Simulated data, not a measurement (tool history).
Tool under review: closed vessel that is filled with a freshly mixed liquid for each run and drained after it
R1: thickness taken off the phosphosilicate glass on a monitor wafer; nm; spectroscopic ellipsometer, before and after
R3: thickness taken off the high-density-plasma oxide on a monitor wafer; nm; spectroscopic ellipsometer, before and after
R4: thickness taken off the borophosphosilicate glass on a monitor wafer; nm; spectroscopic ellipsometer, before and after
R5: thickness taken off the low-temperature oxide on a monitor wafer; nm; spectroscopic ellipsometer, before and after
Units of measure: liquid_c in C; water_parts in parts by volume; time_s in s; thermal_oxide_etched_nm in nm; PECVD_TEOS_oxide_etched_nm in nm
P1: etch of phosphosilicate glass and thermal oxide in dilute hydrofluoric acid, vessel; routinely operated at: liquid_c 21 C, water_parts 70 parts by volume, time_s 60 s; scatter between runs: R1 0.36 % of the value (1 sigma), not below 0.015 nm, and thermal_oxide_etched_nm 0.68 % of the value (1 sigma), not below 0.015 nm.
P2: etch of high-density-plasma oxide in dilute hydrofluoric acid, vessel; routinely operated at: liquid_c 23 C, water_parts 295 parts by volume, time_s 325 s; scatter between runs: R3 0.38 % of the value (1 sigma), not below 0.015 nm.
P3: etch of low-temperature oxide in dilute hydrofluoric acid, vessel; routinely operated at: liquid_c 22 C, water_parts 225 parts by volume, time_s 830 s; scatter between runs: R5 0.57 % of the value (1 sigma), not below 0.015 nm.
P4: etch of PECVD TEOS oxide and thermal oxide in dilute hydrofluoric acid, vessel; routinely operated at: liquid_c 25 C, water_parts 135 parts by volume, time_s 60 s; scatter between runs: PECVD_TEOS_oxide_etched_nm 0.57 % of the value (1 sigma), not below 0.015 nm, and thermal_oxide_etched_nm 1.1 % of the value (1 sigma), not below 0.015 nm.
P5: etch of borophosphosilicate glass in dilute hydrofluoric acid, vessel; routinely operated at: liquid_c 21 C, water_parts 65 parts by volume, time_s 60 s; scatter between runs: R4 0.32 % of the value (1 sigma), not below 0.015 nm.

Run 1, hour 6.7: process P1, liquid_c 21 C, water_parts 70 parts by volume, time_s 60 s. Result: R1 154.86 nm, thermal_oxide_etched_nm 3.7624 nm.
Run 2, hour 16.6: process P2, liquid_c 23 C, water_parts 295 parts by volume, time_s 325 s. Result: R3 9.3759 nm.
Run 3, hour 26.8: process P1, liquid_c 21 C, water_parts 70 parts by volume, time_s 60 s. Result: R1 154.02 nm, thermal_oxide_etched_nm 3.7847 nm.
Run 4, hour 37.1: process P1, liquid_c 21 C, water_parts 70 parts by volume, time_s 60 s. Result: R1 153.92 nm, thermal_oxide_etched_nm 3.8154 nm.
At hour 39.7: thermometer replaced.
Run 5, hour 47.7: process P2, liquid_c 23 C, water_parts 295 parts by volume, time_s 470 s. Result: R3 13.505 nm.
Run 6, hour 55.6: process P1, liquid_c 26.5 C, water_parts 70 parts by volume, time_s 90 s. Result: R1 287.67 nm, thermal_oxide_etched_nm 7.0977 nm.
Run 7, hour 65.9: process P5, liquid_c 21 C, water_parts 65 parts by volume, time_s 60 s. Result: R4 53.798 nm.
Run 8, hour 77.3: process P3, liquid_c 22 C, water_parts 65 parts by volume, time_s 830 s. Result: R5 136.17 nm.
Run 9, hour 83.6: process P1, liquid_c 21 C, water_parts 115 parts by volume, time_s 60 s. Result: R1 88.434 nm, thermal_oxide_etched_nm 2.2281 nm.
Run 10, hour 94.9: process P3, liquid_c 22 C, water_parts 225 parts by volume, time_s 830 s. Result: R5 32.582 nm.
Run 11, hour 105.2: process P5, liquid_c 21 C, water_parts 105 parts by volume, time_s 60 s. Result: R4 31.781 nm.
Run 12, hour 113.4: process P4, liquid_c 25 C, water_parts 135 parts by volume, time_s 30 s. Result: thermal_oxide_etched_nm 1.0095 nm, PECVD_TEOS_oxide_etched_nm 6.4243 nm.
Run 13, hour 119.6: process P1, liquid_c 21 C, water_parts 70 parts by volume, time_s 60 s. Result: R1 154.02 nm, thermal_oxide_etched_nm 3.7749 nm.
Run 14, hour 128.4: process P2, liquid_c 23 C, water_parts 425 parts by volume, time_s 325 s. Result: R3 5.7811 nm.
Run 15, hour 139.5: process P1, liquid_c 26.5 C, water_parts 70 parts by volume, time_s 60 s. Result: R1 192.05 nm, thermal_oxide_etched_nm 4.7877 nm.
Run 16, hour 145.9: process P3, liquid_c 17 C, water_parts 225 parts by volume, time_s 830 s. Result: R5 27.034 nm.
Run 17, hour 156: process P1, liquid_c 24.5 C, water_parts 25 parts by volume, time_s 60 s. Result: R1 526.81 nm, thermal_oxide_etched_nm 13.087 nm.
Run 18, hour 161.3: process P1, liquid_c 17 C, water_parts 70 parts by volume, time_s 60 s. Result: R1 129.63 nm, thermal_oxide_etched_nm 3.2483 nm.
Run 19, hour 167.3: process P4, liquid_c 25 C, water_parts 135 parts by volume, time_s 60 s. Result: thermal_oxide_etched_nm 1.9443 nm, PECVD_TEOS_oxide_etched_nm 12.773 nm.
Run 20, hour 178.4: process P4, liquid_c 17.5 C, water_parts 135 parts by volume, time_s 60 s. Result: thermal_oxide_etched_nm 1.4159 nm, PECVD_TEOS_oxide_etched_nm 9.5986 nm.
Run 21, hour 188: process P1, liquid_c 17 C, water_parts 120 parts by volume, time_s 60 s. Result: R1 71.975 nm, thermal_oxide_etched_nm 1.7821 nm.
Run 22, hour 199.1: process P4, liquid_c 25 C, water_parts 60 parts by volume, time_s 60 s. Result: thermal_oxide_etched_nm 4.8332 nm, PECVD_TEOS_oxide_etched_nm 31.758 nm.
Run 23, hour 211.1: process P3, liquid_c 22 C, water_parts 225 parts by volume, time_s 830 s. Result: R5 32.629 nm.
Run 24, hour 220.1: process P2, liquid_c 30 C, water_parts 295 parts by volume, time_s 325 s. Result: R3 11.841 nm.
Run 25, hour 231.6: process P1, liquid_c 21 C, water_parts 70 parts by volume, time_s 90 s. Result: R1 230.23 nm, thermal_oxide_etched_nm 5.6682 nm.
Run 26, hour 238: process P4, liquid_c 25 C, water_parts 135 parts by volume, time_s 60 s. Result: thermal_oxide_etched_nm 1.89 nm, PECVD_TEOS_oxide_etched_nm 13.065 nm.
Run 27, hour 247.3: process P1, liquid_c 21 C, water_parts 70 parts by volume, time_s 30 s. Result: R1 76.413 nm, thermal_oxide_etched_nm 1.8861 nm.
Run 28, hour 254.8: process P1, liquid_c 21 C, water_parts 70 parts by volume, time_s 60 s. Result: R1 153.78 nm, thermal_oxide_etched_nm 3.7613 nm.
Run 29, hour 262.6: process P5, liquid_c 27 C, water_parts 65 parts by volume, time_s 60 s. Result: R4 68.776 nm.
Run 30, hour 274.6: process P5, liquid_c 21 C, water_parts 65 parts by volume, time_s 30 s. Result: R4 26.752 nm.
Run 31, hour 280.2: process P3, liquid_c 22 C, water_parts 225 parts by volume, time_s 1285 s. Result: R5 50.766 nm.
Run 32, hour 286.6: process P1, liquid_c 21 C, water_parts 20 parts by volume, time_s 60 s. Result: R1 571.23 nm, thermal_oxide_etched_nm 14.161 nm.
Run 33, hour 296: process P1, liquid_c 21 C, water_parts 70 parts by volume, time_s 60 s. Result: R1 153.21 nm, thermal_oxide_etched_nm 3.8346 nm.
Run 34, hour 305.3: process P1, liquid_c 21 C, water_parts 70 parts by volume, time_s 60 s. Result: R1 147.6 nm, thermal_oxide_etched_nm 3.6737 nm.

Forecast run 35:
Run 35, hour 313.3: process P1, liquid_c 21 C, water_parts 70 parts by volume, time_s 60 s. Result: R1 ?, thermal_oxide_etched_nm ?.

{"run 35": {"R1": 146.47, "thermal_oxide_etched_nm": 3.575}}
